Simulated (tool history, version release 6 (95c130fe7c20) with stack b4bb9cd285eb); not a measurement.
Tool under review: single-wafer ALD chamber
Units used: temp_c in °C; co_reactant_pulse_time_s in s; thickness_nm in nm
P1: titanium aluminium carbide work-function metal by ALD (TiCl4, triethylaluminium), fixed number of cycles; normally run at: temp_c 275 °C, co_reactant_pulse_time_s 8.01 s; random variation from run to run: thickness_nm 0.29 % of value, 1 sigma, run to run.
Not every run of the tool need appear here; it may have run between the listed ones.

| run | hour | temp_c | co_reactant_pulse_time_s | hours since the last thermocouple change | hours since the last triethylaluminium bottle change | thickness_nm |
|---|---|---|---|---|---|---|
| 1 | 4.1 | 275 | 8.01 | 801.3 | 297.6 | 1.7268 |
| 2 | 8.5 | 275 | 8.01 | 805.7 | 302 | 1.722 |
|  | 9 | triethylaluminium bottle replaced |
| 3 | 13.3 | 275 | 11.07 | 810.5 | 4.4 | 1.7967 |
| 4 | 19.2 | 257 | 10.2 | 816.4 | 10.3 | 1.6357 |
| 5 | 23.6 | 294 | 3.1 | 820.8 | 14.7 | 1.3178 |
| 6 | 28.4 | 275 | 8.01 | 825.6 | 19.5 | 1.732 |
| 7 | 34.6 | 275 | 8.01 | 831.8 | 25.7 | 1.7312 |
| 8 | 38.9 | 252 | 5.57 | 836.1 | 30 | 1.4104 |
| 9 | 45.1 | 275 | 8.01 | 842.3 | 36.2 | 1.7234 |
| 10 | 49.4 | 292 | 8.01 | 846.6 | 40.5 | 1.8628 |
| 11 | 53.6 | 250 | 8.01 | 850.8 | 44.7 | 1.5155 |
| 12 | 57.2 | 275 | 3.17 | 854.4 | 48.3 | 1.2272 |
| 13 | 60.3 | 275 | 8.01 | 857.5 | 51.4 | 1.7205 |
| 14 | 66.1 | 275 | 8.01 | 863.3 | 57.2 | 1.6993 |
| 15 | 70.7 | 275 | 8.01 | 867.9 | 61.8 | 1.6985 |
| 16 | 76.8 | 275 | 8.01 | 874 | 67.9 | 1.6895 |
| 17 | 83.3 | 275 | 8.01 | 880.5 | 74.4 | 1.6869 |
| 18 | 89.2 | 275 | 8.01 | 886.4 | 80.3 | 1.6833 |
| 19 | 95.4 | 275 | 8.01 | 892.6 | 86.5 | 1.6802 |

The output of P1 has drifted from where it used to be. Each of the 2 causes below, taken at the size shown beside it, accounts for the log equally well:
A: triethylaluminium dose below that of a fresh bottle (%) = 11.5
B: wafer temperature below the value expected at the setpoint (K) = 5.33
The process output started creeping at around hour 60.3.

Of the 4 check runs listed below, each run on one wafer and each result written as a question mark, which would let you distinguish the listed causes because they would give clearly different results?
| check 1 | 101.6 | 263 | 8.01 |  |  | ? |
| check 2 | 101.6 | 275 | 5.12 |  |  | ? |
| check 3 | 101.6 | 258 | 8.01 |  |  | ? |
| check 4 | 101.6 | 265 | 8.01 |  |  | ? |

What every check run would give for each of its results, assuming each possible cause in turn:
| check | result | if A | if B |
|---|---|---|---|
| check 1 | thickness_nm | 1.588 | 1.5861 |
| check 2 | thickness_nm | 1.4569 | 1.4893 |
| check 3 | thickness_nm | 1.5487 | 1.5461 |
| check 4 | thickness_nm | 1.6038 | 1.6022 |
Smallest distance between any two causes, each pair judged by its most separating result, in per cent: check 1 0.12 %; check 2 2.2 %; check 3 0.17 %; check 4 0.1 %
The causes can be told apart only by check 2. The other checks would give nearly the same results under each of them.

With check 2 done, the readings were: thickness_nm 1.4479 nm. Identify which of the listed causes applies.

The correct cause is A, namely: triethylaluminium dose below that of a fresh bottle (%).
